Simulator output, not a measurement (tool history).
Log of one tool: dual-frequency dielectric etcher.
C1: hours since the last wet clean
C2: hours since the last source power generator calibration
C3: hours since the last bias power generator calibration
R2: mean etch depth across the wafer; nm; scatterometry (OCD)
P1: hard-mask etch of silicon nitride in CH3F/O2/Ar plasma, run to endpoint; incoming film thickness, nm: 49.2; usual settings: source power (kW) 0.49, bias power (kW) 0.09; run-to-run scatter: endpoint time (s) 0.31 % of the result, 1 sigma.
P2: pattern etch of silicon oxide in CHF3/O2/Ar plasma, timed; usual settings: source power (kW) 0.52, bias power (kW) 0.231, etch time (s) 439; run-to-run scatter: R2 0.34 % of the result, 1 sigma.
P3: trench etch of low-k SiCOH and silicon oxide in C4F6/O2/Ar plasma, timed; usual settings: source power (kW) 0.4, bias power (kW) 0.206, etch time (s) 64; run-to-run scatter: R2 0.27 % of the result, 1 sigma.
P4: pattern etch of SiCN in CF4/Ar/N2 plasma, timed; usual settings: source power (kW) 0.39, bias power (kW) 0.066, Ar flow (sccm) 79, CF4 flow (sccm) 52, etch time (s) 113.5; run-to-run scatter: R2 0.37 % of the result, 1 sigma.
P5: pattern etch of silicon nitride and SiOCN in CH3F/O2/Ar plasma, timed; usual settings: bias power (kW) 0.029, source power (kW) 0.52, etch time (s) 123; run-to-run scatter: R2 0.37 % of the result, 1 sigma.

{"run": 1, "hour": 7.5, "process that ran": "P1", "source power (kW)": 0.49, "bias power (kW)": 0.09, "C1": 440.7, "C2": 1109.4, "C3": 1025.3, "endpoint time (s)": 60.293}
{"run": 2, "hour": 13.6, "process that ran": "P4", "source power (kW)": 0.39, "bias power (kW)": 0.052, "Ar flow (sccm)": 79, "CF4 flow (sccm)": 52, "etch time (s)": 113.5, "C1": 446.8, "C2": 1115.5, "C3": 1031.4, "R2": 75.817}
{"run": 3, "hour": 20.2, "process that ran": "P3", "source power (kW)": 0.4, "bias power (kW)": 0.206, "etch time (s)": 64, "C1": 453.4, "C2": 1122.1, "C3": 1038, "R2": 206.67}
{"run": 4, "hour": 32.7, "process that ran": "P4", "source power (kW)": 0.39, "bias power (kW)": 0.066, "Ar flow (sccm)": 79, "CF4 flow (sccm)": 52, "etch time (s)": 150.5, "C1": 465.9, "C2": 1134.6, "C3": 1050.5, "R2": 108.94}
{"run": 5, "hour": 41.3, "process that ran": "P3", "source power (kW)": 0.4, "bias power (kW)": 0.142, "etch time (s)": 64, "C1": 474.5, "C2": 1143.2, "C3": 1059.1, "R2": 183.3}
{"run": 6, "hour": 51.1, "process that ran": "P5", "source power (kW)": 0.37, "bias power (kW)": 0.029, "etch time (s)": 123, "C1": 484.3, "C2": 1153, "C3": 1068.9, "R2": 18.489}
{"run": 7, "hour": 57.7, "process that ran": "P5", "source power (kW)": 0.52, "bias power (kW)": 0.029, "etch time (s)": 151.5, "C1": 490.9, "C2": 1159.6, "C3": 1075.5, "R2": 25.573}
{"run": 8, "hour": 65.8, "process that ran": "P1", "source power (kW)": 0.36, "bias power (kW)": 0.117, "C1": 499, "C2": 1167.7, "C3": 1083.6, "endpoint time (s)": 61.218}
{"run": 9, "hour": 73.7, "process that ran": "P5", "source power (kW)": 0.52, "bias power (kW)": 0.036, "etch time (s)": 123, "C1": 506.9, "C2": 1175.6, "C3": 1091.5, "R2": 22.837}
{"run": 10, "hour": 86.4, "process that ran": "P5", "source power (kW)": 0.52, "bias power (kW)": 0.029, "etch time (s)": 123, "C1": 519.6, "C2": 1188.3, "C3": 1104.2, "R2": 20.754}
{"run": 11, "hour": 95.5, "process that ran": "P2", "source power (kW)": 0.63, "bias power (kW)": 0.231, "etch time (s)": 439, "C1": 528.7, "C2": 1197.4, "C3": 1113.3, "R2": 935.6}
{"run": 12, "hour": 101.4, "process that ran": "P1", "source power (kW)": 0.49, "bias power (kW)": 0.066, "C1": 534.6, "C2": 1203.3, "C3": 1119.2, "endpoint time (s)": 67.128}
{"run": 13, "hour": 114.2, "process that ran": "P4", "source power (kW)": 0.47, "bias power (kW)": 0.066, "Ar flow (sccm)": 79, "CF4 flow (sccm)": 52, "etch time (s)": 113.5, "C1": 547.4, "C2": 1216.1, "C3": 1132, "R2": 96.83}
{"run": 14, "hour": 122.5, "process that ran": "P3", "source power (kW)": 0.4, "bias power (kW)": 0.206, "etch time (s)": 35.5, "C1": 555.7, "C2": 1224.4, "C3": 1140.3, "R2": 114.06}
{"run": 15, "hour": 128.3, "process that ran": "P1", "source power (kW)": 0.3, "bias power (kW)": 0.09, "C1": 561.5, "C2": 1230.2, "C3": 1146.1, "endpoint time (s)": 71.976}
{"run": 16, "hour": 141.2, "process that ran": "P4", "source power (kW)": 0.39, "bias power (kW)": 0.066, "Ar flow (sccm)": 79, "CF4 flow (sccm)": 52, "etch time (s)": 113.5, "C1": 574.4, "C2": 1243.1, "C3": 1159, "R2": 82.924}
{"run": 17, "hour": 151.5, "process that ran": "P1", "source power (kW)": 0.62, "bias power (kW)": 0.09, "C1": 584.7, "C2": 1253.4, "C3": 1169.3, "endpoint time (s)": 55.127}
{"run": 18, "hour": 160.2, "process that ran": "P1", "source power (kW)": 0.49, "bias power (kW)": 0.09, "C1": 593.4, "C2": 1262.1, "C3": 1178, "endpoint time (s)": 60.183}
{"run": 19, "hour": 166.9, "process that ran": "P1", "source power (kW)": 0.49, "bias power (kW)": 0.09, "C1": 600.1, "C2": 1268.8, "C3": 1184.7, "endpoint time (s)": 60.026}
{"run": 20, "hour": 178.2, "process that ran": "P1", "source power (kW)": 0.49, "bias power (kW)": 0.09, "C1": 611.4, "C2": 1280.1, "C3": 1196, "endpoint time (s)": 60.21}
{"run": 21, "hour": 185.0, "process that ran": "P4", "source power (kW)": 0.39, "bias power (kW)": 0.066, "Ar flow (sccm)": 79, "CF4 flow (sccm)": 52, "etch time (s)": 113.5, "C1": 618.2, "C2": 1286.9, "C3": 1202.8, "R2": 82.284}
{"run": 22, "hour": 196.4, "process that ran": "P1", "source power (kW)": 0.49, "bias power (kW)": 0.09, "C1": 629.6, "C2": 1298.3, "C3": 1214.2, "endpoint time (s)": 60.355}
{"run": 23, "hour": 203.7, "process that ran": "P1", "source power (kW)": 0.49, "bias power (kW)": 0.124, "C1": 636.9, "C2": 1305.6, "C3": 1221.5, "endpoint time (s)": 53.485}
{"run": 24, "hour": 216.1, "process that ran": "P3", "source power (kW)": 0.4, "bias power (kW)": 0.206, "etch time (s)": 64, "C1": 649.3, "C2": 1318, "C3": 1233.9, "R2": 206.13}
{"run": 25, "hour": 225.6, "process that ran": "P1", "source power (kW)": 0.59, "bias power (kW)": 0.114, "C1": 658.8, "C2": 1327.5, "C3": 1243.4, "endpoint time (s)": 51.531}
{"run": 26, "hour": 233.2, "process that ran": "P4", "source power (kW)": 0.39, "bias power (kW)": 0.066, "Ar flow (sccm)": 58, "CF4 flow (sccm)": 52, "etch time (s)": 113.5, "C1": 666.4, "C2": 1335.1, "C3": 1251, "R2": 85.934}
{"run": 27, "hour": 245.8, "process that ran": "P2", "source power (kW)": 0.52, "bias power (kW)": 0.231, "etch time (s)": 439, "C1": 679, "C2": 1347.7, "C3": 1263.6, "R2": 871.32}
{"run": 28, "hour": 256.3, "process that ran": "P1", "source power (kW)": 0.49, "bias power (kW)": 0.09, "C1": 689.5, "C2": 1358.2, "C3": 1274.1, "endpoint time (s)": 60.281}
{"run": 29, "hour": 266.8, "process that ran": "P2", "source power (kW)": 0.52, "bias power (kW)": 0.152, "etch time (s)": 439, "C1": 700, "C2": 1368.7, "C3": 1284.6, "R2": 753.19}
{"run": 30, "hour": 278.1, "process that ran": "P1", "source power (kW)": 0.49, "bias power (kW)": 0.09, "C1": 711.3, "C2": 1380, "C3": 1295.9, "endpoint time (s)": 60.296}
{"run": 31, "hour": 284.1, "process that ran": "P5", "source power (kW)": 0.52, "bias power (kW)": 0.029, "etch time (s)": 123, "C1": 717.3, "C2": 1386, "C3": 1301.9, "R2": 20.676}
{"run": 32, "hour": 294.5, "process that ran": "P4", "source power (kW)": 0.39, "bias power (kW)": 0.066, "Ar flow (sccm)": 79, "CF4 flow (sccm)": 64, "etch time (s)": 113.5, "C1": 727.7, "C2": 1396.4, "C3": 1312.3, "R2": 85.327}
{"run": 33, "hour": 303.3, "process that ran": "P3", "source power (kW)": 0.25, "bias power (kW)": 0.206, "etch time (s)": 64, "C1": 736.5, "C2": 1405.2, "C3": 1321.1, "R2": 172.01}
{"run": 34, "hour": 310.8, "process that ran": "P2", "source power (kW)": 0.52, "bias power (kW)": 0.231, "etch time (s)": 308, "C1": 744, "C2": 1412.7, "C3": 1328.6, "R2": 611.58}
{"run": 35, "hour": 317.6, "process that ran": "P2", "source power (kW)": 0.52, "bias power (kW)": 0.231, "etch time (s)": 439, "C1": 750.8, "C2": 1419.5, "C3": 1335.4, "R2": 865.87}
{"run": 36, "hour": 329.8, "process that ran": "P1", "source power (kW)": 0.49, "bias power (kW)": 0.09, "C1": 763, "C2": 1431.7, "C3": 1347.6, "endpoint time (s)": 60.14}
{"run": 37, "hour": 339.5, "process that ran": "P1", "source power (kW)": 0.49, "bias power (kW)": 0.09, "C1": 772.7, "C2": 1441.4, "C3": 1357.3, "endpoint time (s)": 59.731}
{"run": 38, "hour": 348.5, "process that ran": "P1", "source power (kW)": 0.49, "bias power (kW)": 0.09, "C1": 781.7, "C2": 1450.4, "C3": 1366.3, "endpoint time (s)": 59.807}
{"run": 39, "hour": 357.9, "process that ran": "P1", "source power (kW)": 0.49, "bias power (kW)": 0.09, "C1": 791.1, "C2": 1459.8, "C3": 1375.7, "endpoint time (s)": 59.747}
{"run": 40, "hour": 367.4, "process that ran": "P1", "source power (kW)": 0.49, "bias power (kW)": 0.09, "C1": 800.6, "C2": 1469.3, "C3": 1385.2, "endpoint time (s)": 59.301}
{"hour": 368.8, "done": "wet clean of the chamber"}
{"run": 41, "hour": 377.4, "process that ran": "P1", "source power (kW)": 0.49, "bias power (kW)": 0.09, "C1": 8.7, "C2": 1479.3, "C3": 1395.2, "endpoint time (s)": 59.793}
{"run": 42, "hour": 386.0, "process that ran": "P1", "source power (kW)": 0.49, "bias power (kW)": 0.09, "C1": 17.3, "C2": 1487.9, "C3": 1403.8, "endpoint time (s)": 58.948}
{"run": 43, "hour": 397.9, "process that ran": "P1", "source power (kW)": 0.49, "bias power (kW)": 0.09, "C1": 29.2, "C2": 1499.8, "C3": 1415.7, "endpoint time (s)": 59.19}
{"run": 44, "hour": 409.8, "process that ran": "P1", "source power (kW)": 0.49, "bias power (kW)": 0.09, "C1": 41.1, "C2": 1511.7, "C3": 1427.6, "endpoint time (s)": 59.09}
{"run": 45, "hour": 418.0, "process that ran": "P1", "source power (kW)": 0.49, "bias power (kW)": 0.09, "C1": 49.3, "C2": 1519.9, "C3": 1435.8, "endpoint time (s)": 59.531}
{"run": 46, "hour": 424.9, "process that ran": "P1", "source power (kW)": 0.49, "bias power (kW)": 0.09, "C1": 56.2, "C2": 1526.8, "C3": 1442.7, "endpoint time (s)": 58.958}
{"run": 47, "hour": 437.2, "process that ran": "P1", "source power (kW)": 0.49, "bias power (kW)": 0.09, "C1": 68.5, "C2": 1539.1, "C3": 1455, "endpoint time (s)": 59.002}

What P1 gives has crept away from where it was. These 2 causes fit the log equally well, each at the size given:
A: source power that arrives over what is set, % = 4.17
B: bias power that arrives over what is set, % = 4.41
The creep began at about hour 329.8.
Why every other cause is out:
chamber walls in a state that raises the etch rate, %: serviced at hour 368.8, which brought nothing back

4 check runs are offered, each on 2 wafers whose results are averaged, their results left as question marks. Which one tells the causes apart?
{"run": "check 1", "hour": 449.5, "process that ran": "P2", "source power (kW)": 0.52, "bias power (kW)": 0.231, "etch time (s)": 439, "R2": "?"}
{"run": "check 2", "hour": 449.5, "process that ran": "P3", "source power (kW)": 0.4, "bias power (kW)": 0.206, "etch time (s)": 64, "R2": "?"}
{"run": "check 3", "hour": 449.5, "process that ran": "P4", "source power (kW)": 0.39, "bias power (kW)": 0.066, "Ar flow (sccm)": 79, "CF4 flow (sccm)": 52, "etch time (s)": 113.5, "R2": "?"}
{"run": "check 4", "hour": 449.5, "process that ran": "P5", "source power (kW)": 0.52, "bias power (kW)": 0.029, "etch time (s)": 123, "R2": "?"}

What each check would give under each cause:
check=check_1 result=R2 if_A=884.36 if_B=884.39
check=check_2 result=R2 if_A=209.71 if_B=209.35
check=check_3 result=R2 if_A=85.393 if_B=83.633
check=check_4 result=R2 if_A=21.022 if_B=21.147
How far apart the two closest causes lie, in the result that separates them most: check 1 0 %; check 2 0.17 %; check 3 2.08 %; check 4 0.6 %
Check 3 tells the causes apart: in the others they would give nearly the same result.

Check 3 was then run and gave: R2 83.74 nm. Which cause is it?

It is B: bias power that arrives over what is set, %.

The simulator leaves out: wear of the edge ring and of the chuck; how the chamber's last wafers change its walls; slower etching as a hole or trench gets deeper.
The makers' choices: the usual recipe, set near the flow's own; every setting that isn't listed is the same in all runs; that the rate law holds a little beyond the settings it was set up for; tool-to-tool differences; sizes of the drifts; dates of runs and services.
